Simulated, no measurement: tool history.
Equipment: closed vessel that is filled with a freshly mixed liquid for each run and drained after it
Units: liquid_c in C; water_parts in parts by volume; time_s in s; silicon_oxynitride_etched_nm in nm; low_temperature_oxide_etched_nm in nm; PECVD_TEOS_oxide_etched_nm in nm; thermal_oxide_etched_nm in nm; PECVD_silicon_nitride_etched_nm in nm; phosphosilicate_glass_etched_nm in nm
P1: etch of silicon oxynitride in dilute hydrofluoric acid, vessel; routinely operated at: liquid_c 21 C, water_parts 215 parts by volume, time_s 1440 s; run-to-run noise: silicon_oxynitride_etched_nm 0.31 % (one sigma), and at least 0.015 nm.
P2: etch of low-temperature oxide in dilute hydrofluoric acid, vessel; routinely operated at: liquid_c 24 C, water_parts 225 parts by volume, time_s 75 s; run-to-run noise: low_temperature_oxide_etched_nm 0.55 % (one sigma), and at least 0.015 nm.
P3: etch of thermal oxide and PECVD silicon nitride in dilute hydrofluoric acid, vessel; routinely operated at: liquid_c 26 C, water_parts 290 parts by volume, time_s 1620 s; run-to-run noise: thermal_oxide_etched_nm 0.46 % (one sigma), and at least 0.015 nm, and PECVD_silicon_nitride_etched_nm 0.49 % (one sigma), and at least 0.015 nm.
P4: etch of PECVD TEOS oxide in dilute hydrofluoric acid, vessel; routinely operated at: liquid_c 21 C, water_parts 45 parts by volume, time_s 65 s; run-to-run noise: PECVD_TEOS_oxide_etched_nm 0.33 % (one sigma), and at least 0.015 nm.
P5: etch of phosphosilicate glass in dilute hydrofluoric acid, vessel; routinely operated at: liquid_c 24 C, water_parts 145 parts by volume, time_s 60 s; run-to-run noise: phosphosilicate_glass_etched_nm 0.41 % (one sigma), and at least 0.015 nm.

run	hour	process	liquid_c	water_parts	time_s	hours since the thermometer was replaced	hours since the hydrofluoric acid flow meter was replaced	silicon_oxynitride_etched_nm	low_temperature_oxide_etched_nm	PECVD_TEOS_oxide_etched_nm	thermal_oxide_etched_nm	PECVD_silicon_nitride_etched_nm	phosphosilicate_glass_etched_nm
1	2.1	P1	21	215	1440	83.2	868.3	19.607					
2	6.2	P2	24	225	30	87.3	872.4		4.1797				
3	10.2	P1	21	50	1440	91.3	876.4	94.92					
4	13.4	P1	17	305	1440	94.5	879.6	10.903					
5	15.5	P1	21	215	1440	96.6	881.7	19.682					
6	17.6	P2	24	225	75	98.7	883.8		10.573				
7	19.8	P4	21	25	65	100.9	886			60.627			
8	23.8	P1	17	215	835	104.9	890	9.4603					
9	26	P1	17	215	1440	107.1	892.2	16.288					
10	28.1	P1	27.5	215	1440	109.2	894.3	26.13					
11	31.3	P1	21	215	1440	112.4	897.5	19.624					
12	33.7	P1	17	215	640	114.8	899.9	7.2151					
13	35.6	P4	28	45	65	116.7	901.8			43.985			
14	38.3	P2	32	225	75	119.4	904.5		13.903				
15	41.3	P3	26	530	1620	122.4	907.5				10.667	13.775	
16	43.3	P1	21	215	670	124.4	909.5	9.1497					
17	47.2	P3	18	290	1620	128.3	913.4				18.382	15.44	
18	51.3	P4	21	45	125	132.4	917.5			63.831			
19	54.4	P1	21	305	1440	135.5	920.6	13.068					
20	58.1	P1	21	215	1440	139.2	924.3	19.641					
21	61.3	P3	26	290	1620	142.4	927.5				24.669	25.4	
22	64	P3	26	290	2965	145.1	930.2				45.076	46.067	
23	65.9	P5	17	145	60	147	932.1						30.987
24	68.6	P1	21	215	2475	149.7	934.8	33.644					
25	71.8	P5	24	40	60	152.9	938						168.12
26	75.4	P5	24	145	60	156.5	941.6						40.963
27	78.8	P1	21	215	1440	159.9	945	19.617					
28	82.2	P2	24	225	75	163.3	948.4		10.552				
29	84.8	P4	21	45	65	165.9	951			32.953			
30	88.9	P2	24	50	75	170	955.1		58.015				
31	92.4	P5	24	145	30	173.5	958.6						20.53
32	94.3	P1	21	215	1440	175.4	960.5	19.647					
33	98	P1	21	215	1440	179.1	964.2	19.074					
34	101	P1	21	215	1440	182.1	967.2	18.915					
35	104.2	P1	21	215	1440	185.3	970.4	18.653					
36	106.7	P1	21	215	1440	187.8	972.9	18.661					
37	110.9	P1	21	215	1440	192	977.1	18.572					
38	114.2	P1	21	215	1440	195.3	980.4	18.335					
39	116.2	P1	21	215	1440	197.3	982.4	18.258					
40	118.3	P1	21	215	1440	199.4	984.5	18.284					
41	121.7	P1	21	215	1440	202.8	987.9	18.479					

What P1 gives has crept off from where it sat before. The 2 causes that follow fit the log equally well, each at the size noted:
A: liquid colder than its thermometer reads (K) = 1.4
B: hydrofluoric acid flow below the setpoint (%) = 5.45
Creep in the process output first set in at about hour 94.3.

Each of the 4 check runs below uses one wafer; its results are left as question marks. Which run tells the causes apart?
check 1	125.1	P2	31.5	65	75				?				
check 2	125.1	P5	24	40	35								?
check 3	125.1	P4	27	25	65					?			
check 4	125.1	P3	18	290	2930						?	?	

What each check would give under each cause:
check	result	if A	if B
check 1	low_temperature_oxide_etched_nm	55.697	55.247
check 2	phosphosilicate_glass_etched_nm	92.884	92.806
check 3	PECVD_TEOS_oxide_etched_nm	73.948	73.93
check 4	thermal_oxide_etched_nm	31.492	30.954
check 4	PECVD_silicon_nitride_etched_nm	25.276	26.257
Minimum pairwise separation of causes per check, each pair taken at its best-separating result: check 1 0.81 %; check 2 0.08 %; check 3 0.03 %; check 4 3.81 %
Check 4 is the one run that separates the causes; every other check would come out nearly the same whichever cause is at work.

With check 4 done, the readings were: thermal_oxide_etched_nm 31.415 nm; PECVD_silicon_nitride_etched_nm 25.381 nm. Identify which of the listed causes applies.

The cause is A: liquid colder than its thermometer reads (K).
